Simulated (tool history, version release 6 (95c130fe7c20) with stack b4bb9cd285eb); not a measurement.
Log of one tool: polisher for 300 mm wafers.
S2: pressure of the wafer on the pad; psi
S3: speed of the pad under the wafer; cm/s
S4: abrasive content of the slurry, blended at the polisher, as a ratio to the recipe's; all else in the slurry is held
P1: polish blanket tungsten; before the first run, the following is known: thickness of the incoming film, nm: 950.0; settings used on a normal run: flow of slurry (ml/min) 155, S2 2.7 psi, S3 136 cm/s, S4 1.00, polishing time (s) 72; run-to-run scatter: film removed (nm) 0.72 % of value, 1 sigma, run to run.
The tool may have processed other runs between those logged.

Run 1, day 0.492: flow of slurry (ml/min) 155, S2 2.7 psi, S3 136 cm/s, S4 1.00, polishing time (s) 72. Result: film removed (nm) 345.09.
Run 2, day 1.179: flow of slurry (ml/min) 155, S2 2.7 psi, S3 86 cm/s, S4 1.00, polishing time (s) 72. Result: film removed (nm) 219.25.
Run 3, day 1.675: flow of slurry (ml/min) 95, S2 2.7 psi, S3 136 cm/s, S4 1.00, polishing time (s) 72. Result: film removed (nm) 315.87.
Run 4, day 2.062: flow of slurry (ml/min) 155, S2 2.7 psi, S3 136 cm/s, S4 1.00, polishing time (s) 72. Result: film removed (nm) 344.41.
Run 5, day 2.571: flow of slurry (ml/min) 155, S2 3.4 psi, S3 136 cm/s, S4 1.00, polishing time (s) 45. Result: film removed (nm) 274.17.
Run 6, day 2.933: flow of slurry (ml/min) 155, S2 1.3 psi, S3 136 cm/s, S4 1.00, polishing time (s) 72. Result: film removed (nm) 166.03.
Run 7, day 3.362: flow of slurry (ml/min) 155, S2 2.7 psi, S3 136 cm/s, S4 1.00, polishing time (s) 72. Result: film removed (nm) 352.09.
Run 8, day 3.808: flow of slurry (ml/min) 155, S2 3.9 psi, S3 136 cm/s, S4 1.00, polishing time (s) 72. Result: film removed (nm) 496.83.
Run 9, day 4.179: flow of slurry (ml/min) 155, S2 2.7 psi, S3 136 cm/s, S4 0.65, polishing time (s) 72. Result: film removed (nm) 311.72.
Run 10, day 4.488: flow of slurry (ml/min) 155, S2 2.7 psi, S3 136 cm/s, S4 1.40, polishing time (s) 72. Result: film removed (nm) 375.88.
Run 11, day 4.954: flow of slurry (ml/min) 245, S2 2.7 psi, S3 136 cm/s, S4 1.00, polishing time (s) 72. Result: film removed (nm) 367.84.
Run 12, day 5.275: flow of slurry (ml/min) 155, S2 2.7 psi, S3 136 cm/s, S4 1.00, polishing time (s) 43. Result: film removed (nm) 205.02.
Run 13, day 5.846: flow of slurry (ml/min) 155, S2 2.7 psi, S3 136 cm/s, S4 1.00, polishing time (s) 72. Result: film removed (nm) 349.35.
Run 14, day 6.267: flow of slurry (ml/min) 155, S2 2.7 psi, S3 204 cm/s, S4 1.00, polishing time (s) 72. Result: film removed (nm) 521.08.
Run 15, day 6.846: flow of slurry (ml/min) 155, S2 2.7 psi, S3 136 cm/s, S4 1.00, polishing time (s) 72. Result: film removed (nm) 348.89.
Run 16, day 7.196: flow of slurry (ml/min) 155, S2 2.7 psi, S3 136 cm/s, S4 1.00, polishing time (s) 72. Result: film removed (nm) 349.91.
Run 17, day 7.642: flow of slurry (ml/min) 155, S2 2.7 psi, S3 136 cm/s, S4 1.00, polishing time (s) 113. Result: film removed (nm) 538.59.
Run 18, day 8.204: flow of slurry (ml/min) 205, S2 1.5 psi, S3 136 cm/s, S4 1.00, polishing time (s) 72. Result: film removed (nm) 201.75.
Run 19, day 8.896: flow of slurry (ml/min) 155, S2 2.7 psi, S3 136 cm/s, S4 1.00, polishing time (s) 72. Result: film removed (nm) 348.33.
Run 20, day 9.371: flow of slurry (ml/min) 155, S2 2.7 psi, S3 136 cm/s, S4 1.00, polishing time (s) 72. Result: film removed (nm) 339.78.
Run 21, day 9.804: flow of slurry (ml/min) 155, S2 2.7 psi, S3 136 cm/s, S4 1.00, polishing time (s) 72. Result: film removed (nm) 336.84.
Run 22, day 10.446: flow of slurry (ml/min) 155, S2 2.7 psi, S3 136 cm/s, S4 1.00, polishing time (s) 72. Result: film removed (nm) 328.76.
Run 23, day 10.862: flow of slurry (ml/min) 155, S2 2.7 psi, S3 136 cm/s, S4 1.00, polishing time (s) 72. Result: film removed (nm) 324.37.
At day 11.058: slurry tank refilled with fresh slurry and peroxide.
Run 24, day 11.392: flow of slurry (ml/min) 155, S2 2.7 psi, S3 136 cm/s, S4 1.00, polishing time (s) 72. Result: film removed (nm) 325.26.
At day 11.533: head pressure recalibrated.
At day 11.750: worn pad replaced by a new one.
Run 25, day 11.838: flow of slurry (ml/min) 155, S2 2.7 psi, S3 136 cm/s, S4 1.00, polishing time (s) 72. Result: film removed (nm) 324.75.
Run 26, day 12.146: flow of slurry (ml/min) 155, S2 2.7 psi, S3 136 cm/s, S4 1.00, polishing time (s) 72. Result: film removed (nm) 326.14.
Run 27, day 12.529: flow of slurry (ml/min) 155, S2 2.7 psi, S3 136 cm/s, S4 1.00, polishing time (s) 72. Result: film removed (nm) 322.92.
Run 28, day 13.225: flow of slurry (ml/min) 155, S2 2.7 psi, S3 136 cm/s, S4 1.00, polishing time (s) 72. Result: film removed (nm) 323.24.
Run 29, day 13.533: flow of slurry (ml/min) 155, S2 2.7 psi, S3 136 cm/s, S4 1.00, polishing time (s) 72. Result: film removed (nm) 323.49.

P1 has crept away from where it was. The log is fitted equally well by each of these 2 causes, at the sizes shown:
A: slurry flow missing at the pad, % = 30.5
B: abrasive missing from the slurry, % = 26.5
The drift started at roughly day 8.896.
Other possible causes, and why each is ruled out:
removal rate lost through wear of the pad, %: was serviced at day 11.750, once the creep was under way, yet the earlier output never came back
head's pressure below its setpoint, %: was serviced at day 11.533, once the creep was under way, yet the earlier output never came back
peroxide lost from the slurry, %: was serviced at day 11.058, once the creep was under way, yet the earlier output never came back

The 4 check runs listed below each average the results of 5 wafers, and their outcomes are marked with question marks. Under which run would the listed causes produce clearly different results?
Run check 1, day 13.842: flow of slurry (ml/min) 155, S2 2.7 psi, S3 194 cm/s, S4 1.00, polishing time (s) 72. Result: film removed (nm) ?.
Run check 2, day 13.842: flow of slurry (ml/min) 155, S2 3.9 psi, S3 136 cm/s, S4 1.00, polishing time (s) 72. Result: film removed (nm) ?.
Run check 3, day 13.842: flow of slurry (ml/min) 240, S2 2.7 psi, S3 136 cm/s, S4 1.00, polishing time (s) 55. Result: film removed (nm) ?.
Run check 4, day 13.842: flow of slurry (ml/min) 155, S2 2.7 psi, S3 136 cm/s, S4 1.35, polishing time (s) 72. Result: film removed (nm) ?.

How each check would come out, cause by cause:
  check             result    if A    if B
check 1  film removed (nm)  461.56  461.62
check 2  film removed (nm)  467.37  467.44
check 3  film removed (nm)  268.74  262.42
check 4  film removed (nm)  347.72  347.03
Distance between the nearest two causes, measured in the result of the check that separates them most: check 1 0.01 %; check 2 0.01 %; check 3 2.38 %; check 4 0.2 %
Check 3 distinguishes between the causes, while the remaining checks would return nearly the same result for all of them.

After running check 3, the following was obtained: film removed (nm) 261.16. Which cause does this point to?

It was cause B: abrasive missing from the slurry, %.
